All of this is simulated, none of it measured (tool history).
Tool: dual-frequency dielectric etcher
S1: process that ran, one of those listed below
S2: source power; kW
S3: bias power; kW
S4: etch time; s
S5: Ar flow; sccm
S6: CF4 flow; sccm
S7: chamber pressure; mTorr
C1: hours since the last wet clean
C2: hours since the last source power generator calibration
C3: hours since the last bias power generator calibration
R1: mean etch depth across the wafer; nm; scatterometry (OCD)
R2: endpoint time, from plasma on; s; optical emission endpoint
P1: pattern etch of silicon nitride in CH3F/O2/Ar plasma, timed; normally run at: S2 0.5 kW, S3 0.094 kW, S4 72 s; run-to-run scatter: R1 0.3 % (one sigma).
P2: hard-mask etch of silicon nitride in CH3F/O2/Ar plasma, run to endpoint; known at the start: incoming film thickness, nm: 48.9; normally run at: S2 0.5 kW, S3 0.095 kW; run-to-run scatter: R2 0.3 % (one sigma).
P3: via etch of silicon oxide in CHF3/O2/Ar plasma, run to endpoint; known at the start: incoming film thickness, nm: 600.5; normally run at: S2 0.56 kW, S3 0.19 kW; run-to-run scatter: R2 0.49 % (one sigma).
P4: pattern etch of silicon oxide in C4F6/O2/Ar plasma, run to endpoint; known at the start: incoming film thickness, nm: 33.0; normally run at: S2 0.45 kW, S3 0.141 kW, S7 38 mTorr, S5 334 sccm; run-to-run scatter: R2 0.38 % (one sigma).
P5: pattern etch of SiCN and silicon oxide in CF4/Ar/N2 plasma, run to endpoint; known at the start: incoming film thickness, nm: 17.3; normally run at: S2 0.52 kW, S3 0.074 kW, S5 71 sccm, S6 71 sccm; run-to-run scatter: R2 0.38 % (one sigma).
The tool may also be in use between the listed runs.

run,day,S1,S2,S3,S4,S5,S6,S7,C1,C2,C3,R1,R2
1,0.338,P1,0.5,0.094,72,,,,129.5,1922.6,496.8,59.829,
2,0.717,P2,0.68,0.095,,,,,138.6,1931.7,505.9,,52.717
3,0.958,P5,0.52,0.074,,71,71,,144.4,1937.5,511.7,,16.846
4,1.208,P1,0.4,0.094,72,,,,150.4,1943.5,517.7,54.814,
5,1.538,P1,0.5,0.094,101.5,,,,158.3,1951.4,525.6,84.361,
6,1.817,P1,0.5,0.056,72,,,,165,1958.1,532.3,50.295,
7,2.125,P4,0.45,0.141,,334,,38,172.4,1965.5,539.7,,11.511
8,2.412,P3,0.43,0.19,,,,,179.3,1972.4,546.6,,346.98
9,2.683,P1,0.5,0.094,48,,,,185.8,1978.9,553.1,39.807,
10,2.925,P4,0.45,0.183,,334,,38,191.6,1984.7,558.9,,10.592
11,3.1,P1,0.5,0.094,72,,,,195.8,1988.9,563.1,59.874,
12,3.417,P1,0.5,0.094,72,,,,203.4,1996.5,570.7,59.987,
13,3.658,P3,0.56,0.19,,,,,209.2,2002.3,576.5,,312.31
14,3.879,P4,0.29,0.141,,334,,38,214.5,2007.6,581.8,,13.751
15,4.183,P5,0.52,0.06,,71,71,,221.8,2014.9,589.1,,18.003
16,4.517,P1,0.5,0.094,72,,,,229.8,2022.9,597.1,59.625,
17,4.758,P2,0.5,0.095,,,,,235.6,2028.7,602.9,,59.11
18,5.108,P3,0.56,0.149,,,,,244,2037.1,611.3,,338.7
19,5.396,P1,0.5,0.094,72,,,,250.9,2044,618.2,59.642,
20,5.571,P5,0.38,0.074,,71,71,,255.1,2048.2,622.4,,22.299
21,5.888,P4,0.45,0.141,,423,,38,262.7,2055.8,630,,11.923
22,6.183,P1,0.64,0.094,72,,,,269.8,2062.9,637.1,65.567,
23,6.421,P5,0.52,0.074,,71,87,,275.5,2068.6,642.8,,16.448
24,6.604,P4,0.45,0.141,,334,,38,279.9,2073,647.2,,11.523
25,6.817,P4,0.45,0.141,,334,,51.5,285,2078.1,652.3,,11.987
26,7.092,P1,0.31,0.094,45,,,,291.6,2084.7,658.9,31.081,
27,7.383,P5,0.52,0.074,,71,71,,298.6,2091.7,665.9,,16.795
28,7.671,P5,0.52,0.074,,46,71,,305.5,2098.6,672.8,,15.949
29,7.908,P1,0.5,0.118,72,,,,311.2,2104.3,678.5,64.781,

Run 30 comes next. What will it give?
30,8.296,P2,0.5,0.069,,,,,320.5,2113.6,687.8,,?

Run 30 gave R2 65.897 s.
